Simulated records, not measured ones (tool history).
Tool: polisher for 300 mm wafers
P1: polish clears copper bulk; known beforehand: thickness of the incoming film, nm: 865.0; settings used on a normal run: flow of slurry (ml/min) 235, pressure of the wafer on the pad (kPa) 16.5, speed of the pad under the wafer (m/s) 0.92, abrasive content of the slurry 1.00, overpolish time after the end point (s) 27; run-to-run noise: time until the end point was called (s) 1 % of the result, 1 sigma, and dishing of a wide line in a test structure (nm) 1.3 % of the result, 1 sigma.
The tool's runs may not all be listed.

run	hour	flow of slurry (ml/min)	pressure of the wafer on the pad (kPa)	speed of the pad under the wafer (m/s)	abrasive content of the slurry	overpolish time after the end point (s)	time until the end point was called (s)	dishing of a wide line in a test structure (nm)
1	5.8	235	16.5	0.92	1.00	27	104.950	106.670
2	10.0	235	16.5	0.92	1.00	27	105.920	105.270
3	15.2	140	16.5	0.92	1.00	27	113.100	99.997
4	20.0	235	16.5	0.92	1.00	27	104.780	103.960
5	23.5	235	16.5	0.92	1.00	49	105.350	131.630
# hour 25.2: slurry blender recalibrated
6	29.1	235	16.5	1.30	1.00	27	75.127	123.180
7	34.0	235	16.5	0.92	1.00	27	106.000	104.000
8	41.0	235	16.5	0.92	1.00	27	104.850	106.440
9	46.4	235	16.5	0.62	1.00	27	156.850	85.064
10	52.5	235	16.5	0.92	1.00	9	107.970	50.451
11	59.0	235	8.3	0.92	1.00	27	208.340	62.546
12	64.6	235	16.5	0.92	1.00	27	106.620	106.090
13	71.5	235	25.5	0.92	1.00	27	67.808	138.640
14	76.9	235	16.5	0.60	1.25	27	152.060	84.829
15	81.0	235	16.5	0.92	0.55	27	120.330	98.558
16	87.2	330	16.5	0.92	1.00	27	102.060	105.200
17	92.4	235	13.1	0.92	1.00	39	131.630	106.750
18	96.1	235	16.5	0.92	1.45	27	97.470	110.170
19	99.6	235	16.5	0.92	1.00	27	105.370	104.030
20	104.1	235	16.5	0.92	1.00	27	107.300	103.030
21	109.3	235	16.5	0.92	1.00	27	109.930	102.410
22	113.1	235	16.5	0.92	1.00	27	111.390	103.740
# hour 116.2: slurry blender recalibrated
23	116.5	235	16.5	0.92	1.00	27	108.950	101.980
# hour 117.1: head pressure recalibrated
24	123.4	235	16.5	0.92	1.00	27	111.500	103.760

Run 25 is up next; what results do you expect?
25	129.0	235	16.5	0.92	1.00	27	?	?

Logged for run 25: time until the end point was called (s) 112.660, dishing of a wide line in a test structure (nm) 101.500.
